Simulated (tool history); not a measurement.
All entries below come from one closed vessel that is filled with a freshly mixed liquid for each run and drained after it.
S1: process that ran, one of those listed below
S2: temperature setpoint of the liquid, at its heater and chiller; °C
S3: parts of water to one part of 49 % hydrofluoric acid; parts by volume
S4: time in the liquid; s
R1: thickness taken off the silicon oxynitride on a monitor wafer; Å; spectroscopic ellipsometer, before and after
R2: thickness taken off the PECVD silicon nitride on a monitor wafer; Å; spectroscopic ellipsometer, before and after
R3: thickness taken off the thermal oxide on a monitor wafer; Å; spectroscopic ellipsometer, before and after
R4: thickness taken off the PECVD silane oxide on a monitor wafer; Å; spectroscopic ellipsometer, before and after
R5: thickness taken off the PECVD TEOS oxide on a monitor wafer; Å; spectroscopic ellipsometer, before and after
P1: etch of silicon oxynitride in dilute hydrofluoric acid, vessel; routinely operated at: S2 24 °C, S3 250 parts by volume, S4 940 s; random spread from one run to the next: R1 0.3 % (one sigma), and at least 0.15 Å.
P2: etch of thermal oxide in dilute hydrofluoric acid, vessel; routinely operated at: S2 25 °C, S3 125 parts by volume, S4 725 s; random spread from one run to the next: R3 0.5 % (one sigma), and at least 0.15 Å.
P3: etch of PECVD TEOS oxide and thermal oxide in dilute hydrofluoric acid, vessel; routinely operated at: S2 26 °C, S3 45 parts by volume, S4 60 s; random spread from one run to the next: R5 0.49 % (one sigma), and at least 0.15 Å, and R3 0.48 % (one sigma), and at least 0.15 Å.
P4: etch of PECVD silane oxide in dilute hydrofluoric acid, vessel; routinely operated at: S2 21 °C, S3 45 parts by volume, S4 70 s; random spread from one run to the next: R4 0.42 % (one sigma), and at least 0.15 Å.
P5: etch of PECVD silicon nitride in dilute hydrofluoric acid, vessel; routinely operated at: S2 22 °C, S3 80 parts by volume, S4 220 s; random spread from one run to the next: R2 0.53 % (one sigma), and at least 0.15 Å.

run     day  S1    S2   S3    S4      R1      R2      R3      R4      R5
  1   0.346  P1    24  250   940  81.453
  2   0.717  P5    22  125   220          25.358
  3   1.042  P2    25  125   170                  64.203
  4   1.471  P1    24  250   530  46.206
  5   1.829  P1    24  250   940  81.247
  6   2.246  P4    21   45   100                          339.55
  7   2.558  P4    21   20    70                          554.24
  8   3.017  P1    24  250  1510   130.5
  9   3.367  P5    17   80   220          27.208
 10   3.796  P1    18  250   940   62.28
 11   4.133  P1    24  250   940  80.933
 12   4.404  P5    22   80   220          39.085
 13   4.858  P2    25  125   725                  275.22
 14   5.142  P2    25  175   725                  183.61
 15   5.629  P4    21   45    70                          236.34
 16   5.942  P1    24   90   940  255.74
 17   6.496  P2    20  125   725                   227.6
 18    6.95  P1  28.5  250    45  4.4771
 19   7.408  P1    24  145   480  78.067
 20     7.7  P3    26   70    60                  47.747          198.68
 21   8.033  P1    24  250   940  81.969
 22   8.529  P1    24  250   940  81.712
 23   8.942  P3    26   45    60                  77.552          318.96
 24   9.421  P4    17   45    70                          199.74
 25   9.738  P2    25  125   725                  275.76
 26      10  P3  18.5   45    60                  56.428          236.02
 27  10.483  P5    22   80   350          61.657
 28  10.812  P5    22   80   220           38.47
 29  11.217  P1    24  455   940  38.973
 30    11.6  P1  28.5  250   940  98.399
 31  12.092  P1    24  170    90   12.08
 32   12.45  P3    26   45    60                  76.977          318.58
 33  12.946  P3    26   45   105                  135.73          564.65
 34  13.408  P1    24  250   940  81.517
 35  13.696  P1    24  250   940  78.931
 36  14.104  P1    24  250   940  76.193
 37  14.642  P1    24  250   940  74.817
 38  15.188  P1    24  250   940  74.055
 39  15.496  P1    24  250   940  73.886
 40  15.954  P1    24  250   940  73.453
 41  16.242  P1    24  250   940  73.534

The log shows P1 creeping away from where it was. Any of the 2 causes listed here, at the size stated for it, fits the log just as well as the others:
A: liquid colder than its thermometer reads (K) = 2.3
B: hydrofluoric acid flow below the setpoint (%) = 8.16
The creep began at about day 13.408.

Each of the 4 check runs below uses one wafer; its results are left as question marks. Which run tells the causes apart?
check 1  16.529  P4  21   45   70               ?
check 2  16.529  P3  26   45   60           ?       ?
check 3  16.529  P5  22   80  220       ?
check 4  16.529  P2  25  125  725           ?

What every check run would give for each of its results, assuming each possible cause in turn:
  check  result    if A    if B
check 1      R4  215.55   217.3
check 2      R3  70.277  70.534
check 2      R5  291.77  292.84
check 3      R2  33.139  35.658
check 4      R3  252.03   249.8
How far apart the two closest causes lie, in the result that separates them most: check 1 0.81 %; check 2 0.37 %; check 3 7.33 %; check 4 0.89 %
The causes can be told apart only by check 3. The other checks would give nearly the same results under each of them.

Running check 3 produced the following: R2 33.36 Å. Which one of the listed causes fits?

It is A: liquid colder than its thermometer reads (K).
